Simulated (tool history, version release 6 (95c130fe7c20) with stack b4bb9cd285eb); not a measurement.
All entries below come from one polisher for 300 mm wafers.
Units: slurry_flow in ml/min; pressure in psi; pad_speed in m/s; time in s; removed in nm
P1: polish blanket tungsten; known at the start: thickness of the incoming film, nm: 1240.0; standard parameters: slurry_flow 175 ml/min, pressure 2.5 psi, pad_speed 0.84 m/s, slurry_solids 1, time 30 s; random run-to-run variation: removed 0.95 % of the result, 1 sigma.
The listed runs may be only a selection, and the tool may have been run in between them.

run   hour  slurry_flow  pressure  pad_speed  slurry_solids  time  wafers polished on this pad  hours since the slurry nozzle was cleaned  hours since the head pressure was calibrated  hours since the slurry blender was calibrated  hours since the slurry got fresh peroxide  removed
  1    3.9          175       2.5       0.84              1    30                          611                                      456.6                                         318.8                                          244.9                                       79.3   73.337
  2     12          175       2.5       0.84              1    30                          686                                      464.7                                         326.9                                            253                                       87.4   72.587
  3   16.4          220       2.5       0.84              1    30                          727                                      469.1                                         331.3                                          257.4                                       91.8   74.958
  4   20.8          175       2.5       0.84           0.55    30                          768                                      473.5                                         335.7                                          261.8                                       96.2   62.882
  5   26.9          175       2.5       1.14              1    30                          825                                      479.6                                         341.8                                          267.9                                      102.3   98.548
  6   34.4          105       2.5       0.84              1    30                          895                                      487.1                                         349.3                                          275.4                                      109.8   67.073
  7   39.7          175       2.5       0.38              1    30                          945                                      492.4                                         354.6                                          280.7                                      115.1    32.87
  8   45.7          175       2.5       0.84              1    30                         1001                                      498.4                                         360.6                                          286.7                                      121.1   73.019
  9   53.6          175       2.5       0.84              1    22                         1074                                      506.3                                         368.5                                          294.6                                        129   52.902
 10   61.6          175       2.5       0.84              1    38                         1149                                      514.3                                         376.5                                          302.6                                        137   91.983
      64.7  -- slurry blender recalibrated
 11     68          175       2.5       1.12           0.65    30                         1208                                      520.7                                         382.9                                            3.4                                      143.4   88.417
 12   73.7          175       3.8       0.84              1    30                         1262                                      526.4                                         388.6                                            9.1                                      149.1   111.18
 13   80.2          175       1.5       0.84              1    30                         1322                                      532.9                                         395.1                                           15.6                                      155.6   43.881
 14   86.1          175       2.5       0.84            1.3    30                         1377                                      538.8                                           401                                           21.5                                      161.5   77.016
 15     94          175       2.5       0.84              1    30                         1451                                      546.7                                         408.9                                           29.4                                      169.4   72.396
 16     98          130       2.5       1.06              1    30                         1488                                      550.7                                         412.9                                           33.4                                      173.4   88.018
 17  101.9          175       2.5       0.84              1    30                         1524                                      554.6                                         416.8                                           37.3                                      177.3   72.846
 18  108.5          175       2.5       0.84              1    30                         1586                                      561.2                                         423.4                                           43.9                                      183.9   71.025
 19  115.5          175       2.5       0.84              1    30                         1651                                      568.2                                         430.4                                           50.9                                      190.9   70.394
 20  123.7          175       2.5       0.84              1    30                         1728                                      576.4                                         438.6                                           59.1                                      199.1   68.904
     126.4  -- slurry tank refilled with fresh slurry and peroxide
     128.1  -- slurry blender recalibrated
 21  131.3          175       2.5       0.84              1    30                         1798                                        584                                         446.2                                            3.2                                        4.9   69.378
     136.4  -- head pressure recalibrated
 22  136.7          175       2.5       0.84              1    30                         1849                                      589.4                                           0.4                                            8.6                                       10.3   68.106
 23  140.4          175       2.5       0.84              1    30                         1883                                      593.1                                           4.1                                           12.3                                         14   67.157
 24  148.2          175       2.5       0.84              1    30                         1956                                      600.9                                          11.9                                           20.1                                       21.8   66.625
 25  156.1          175       2.5       0.84              1    30                         2030                                      608.8                                          19.8                                             28                                       29.7   67.715
 26    161          175       2.5       0.84              1    30                         2075                                      613.7                                          24.7                                           32.9                                       34.6   68.466
 27  165.6          175       2.5       0.84              1    30                         2118                                      618.3                                          29.3                                           37.5                                       39.2   68.513

The output of P1 has drifted from where it used to be. Each of the 2 causes below, taken at the size shown beside it, accounts for the log equally well:
A: slurry flow missing at the pad, % = 33.7
B: removal rate lost through wear of the pad, % = 7.3
The creep began at about hour 101.9.
Every other cause this tool's parts could produce, and why it does not fit the log:
head's pressure below its setpoint, %: serviced at hour 136.4, after the drift had started, without restoring the earlier output
abrasive missing from the slurry, %: serviced at hour 128.1, after the drift had started, without restoring the earlier output
peroxide lost from the slurry, %: serviced at hour 126.4, after the drift had started, without restoring the earlier output

Consider the 4 check runs below, whose results appear as question marks and each of which averages 5 wafers. Which one distinguishes the causes, in that each cause would give it a clearly different result?
check 1  170.2          175       2.5       0.84           0.75    30                                                                                                                                                                                                                        ?
check 2  170.2          175       2.5       0.56              1    30                                                                                                                                                                                                                        ?
check 3  170.2          115       2.5        0.4              1    30                                                                                                                                                                                                                        ?
check 4  170.2          175       2.5       0.84           0.55    30                                                                                                                                                                                                                        ?

How each check would come out, cause by cause:
  check   result    if A    if B
check 1  removed  63.164  63.157
check 2  removed  45.031  45.026
check 3  removed  28.752  29.758
check 4  removed  58.887   58.88
Per check, the gap between the least separated pair of causes, taken in the result that splits them most: check 1 0.01 %; check 2 0.01 %; check 3 3.44 %; check 4 0.01 %
The other checks would show nearly matching results whichever cause is true, so check 3 is the only one that separates the causes.

The results of check 3 are: removed 29.602 nm. Based on these, which of the listed causes is it?

The correct cause is B, namely: removal rate lost through wear of the pad, %.
